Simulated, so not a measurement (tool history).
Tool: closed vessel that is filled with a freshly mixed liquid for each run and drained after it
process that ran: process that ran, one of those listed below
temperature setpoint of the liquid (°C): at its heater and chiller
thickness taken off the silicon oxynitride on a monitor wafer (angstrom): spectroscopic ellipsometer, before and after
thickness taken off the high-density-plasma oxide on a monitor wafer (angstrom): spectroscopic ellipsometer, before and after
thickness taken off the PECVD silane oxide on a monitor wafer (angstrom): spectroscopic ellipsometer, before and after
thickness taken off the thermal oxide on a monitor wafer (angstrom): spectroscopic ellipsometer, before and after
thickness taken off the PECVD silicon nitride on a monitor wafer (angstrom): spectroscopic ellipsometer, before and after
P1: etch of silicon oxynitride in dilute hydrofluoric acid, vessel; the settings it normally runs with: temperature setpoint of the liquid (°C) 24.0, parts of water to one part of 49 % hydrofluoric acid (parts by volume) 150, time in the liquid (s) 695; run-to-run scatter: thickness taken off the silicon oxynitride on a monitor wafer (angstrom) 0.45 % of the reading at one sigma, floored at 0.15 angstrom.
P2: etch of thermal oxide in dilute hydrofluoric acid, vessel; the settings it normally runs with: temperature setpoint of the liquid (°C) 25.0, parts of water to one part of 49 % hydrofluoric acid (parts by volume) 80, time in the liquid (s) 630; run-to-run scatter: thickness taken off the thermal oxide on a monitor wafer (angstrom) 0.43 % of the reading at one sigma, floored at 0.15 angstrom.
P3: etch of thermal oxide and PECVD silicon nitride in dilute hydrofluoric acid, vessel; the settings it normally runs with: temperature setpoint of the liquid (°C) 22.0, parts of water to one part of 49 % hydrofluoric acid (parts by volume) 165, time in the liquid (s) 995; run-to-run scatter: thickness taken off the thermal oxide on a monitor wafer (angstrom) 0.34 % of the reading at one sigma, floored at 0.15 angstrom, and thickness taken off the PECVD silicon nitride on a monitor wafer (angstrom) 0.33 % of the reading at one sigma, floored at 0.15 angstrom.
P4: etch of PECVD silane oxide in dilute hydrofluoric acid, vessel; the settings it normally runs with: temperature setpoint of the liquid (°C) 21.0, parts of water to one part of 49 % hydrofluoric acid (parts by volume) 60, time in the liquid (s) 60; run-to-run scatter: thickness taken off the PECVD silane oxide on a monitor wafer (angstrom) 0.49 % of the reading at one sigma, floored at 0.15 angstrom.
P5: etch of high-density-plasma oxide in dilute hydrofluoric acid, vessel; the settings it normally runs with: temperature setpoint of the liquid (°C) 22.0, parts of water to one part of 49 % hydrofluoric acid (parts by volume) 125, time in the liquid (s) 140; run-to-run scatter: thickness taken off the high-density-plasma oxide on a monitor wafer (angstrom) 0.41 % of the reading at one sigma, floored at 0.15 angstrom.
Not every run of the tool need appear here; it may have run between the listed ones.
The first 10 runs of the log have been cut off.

| run | hour | process that ran | temperature setpoint of the liquid (°C) | parts of water to one part of 49 % hydrofluoric acid (parts by volume) | time in the liquid (s) | hours since the thermometer was replaced | hours since the hydrofluoric acid flow meter was replaced | thickness taken off the silicon oxynitride on a monitor wafer (angstrom) | thickness taken off the high-density-plasma oxide on a monitor wafer (angstrom) | thickness taken off the PECVD silane oxide on a monitor wafer (angstrom) | thickness taken off the thermal oxide on a monitor wafer (angstrom) | thickness taken off the PECVD silicon nitride on a monitor wafer (angstrom) |
|---|---|---|---|---|---|---|---|---|---|---|---|---|
| 11 | 48.7 | P5 | 22.0 | 25 | 140 | 1087.9 | 358.3 |  | 389.700 |  |  |  |
| 12 | 54.6 | P3 | 17.0 | 165 | 995 | 1093.8 | 364.2 |  |  |  | 213.35 | 181.14 |
| 13 | 60.1 | P5 | 22.0 | 125 | 140 | 1099.3 | 369.7 |  | 69.165 |  |  |  |
| 14 | 64.7 | P3 | 22.0 | 165 | 995 | 1103.9 | 374.3 |  |  |  | 259.69 | 253.94 |
| 15 | 68.0 | P1 | 24.0 | 150 | 695 | 1107.2 | 377.6 | 211.160 |  |  |  |  |
|  | 73.3 | thermometer replaced |
| 16 | 73.8 | P2 | 25.0 | 20 | 630 | 0.5 | 383.4 |  |  |  | 1758.10 |  |
| 17 | 78.3 | P2 | 25.0 | 80 | 630 | 5.0 | 387.9 |  |  |  | 405.80 |  |
| 18 | 82.6 | P1 | 24.0 | 150 | 695 | 9.3 | 392.2 | 209.060 |  |  |  |  |
| 19 | 86.7 | P1 | 24.0 | 150 | 695 | 13.4 | 396.3 | 210.090 |  |  |  |  |
| 20 | 92.4 | P1 | 24.0 | 210 | 695 | 19.1 | 402.0 | 144.010 |  |  |  |  |
| 21 | 96.1 | P2 | 25.0 | 80 | 630 | 22.8 | 405.7 |  |  |  | 405.97 |  |
| 22 | 102.3 | P3 | 22.0 | 165 | 995 | 29.0 | 411.9 |  |  |  | 258.79 | 253.06 |
| 23 | 106.5 | P1 | 24.0 | 215 | 1175 | 33.2 | 416.1 | 235.480 |  |  |  |  |
| 24 | 112.8 | P1 | 24.0 | 85 | 695 | 39.5 | 422.4 | 389.770 |  |  |  |  |
|  | 113.8 | hydrofluoric acid flow meter replaced |
| 25 | 117.5 | P3 | 22.0 | 165 | 545 | 44.2 | 3.8 |  |  |  | 142.53 | 138.50 |

Run 26, settings as shown, results not yet in. Your forecast:
| 26 | 120.9 | P4 | 21.0 | 60 | 60 | 47.6 | 7.2 |  |  | ? |  |  |

{"run 26": {"thickness taken off the PECVD silane oxide on a monitor wafer (angstrom)": 467.3}}
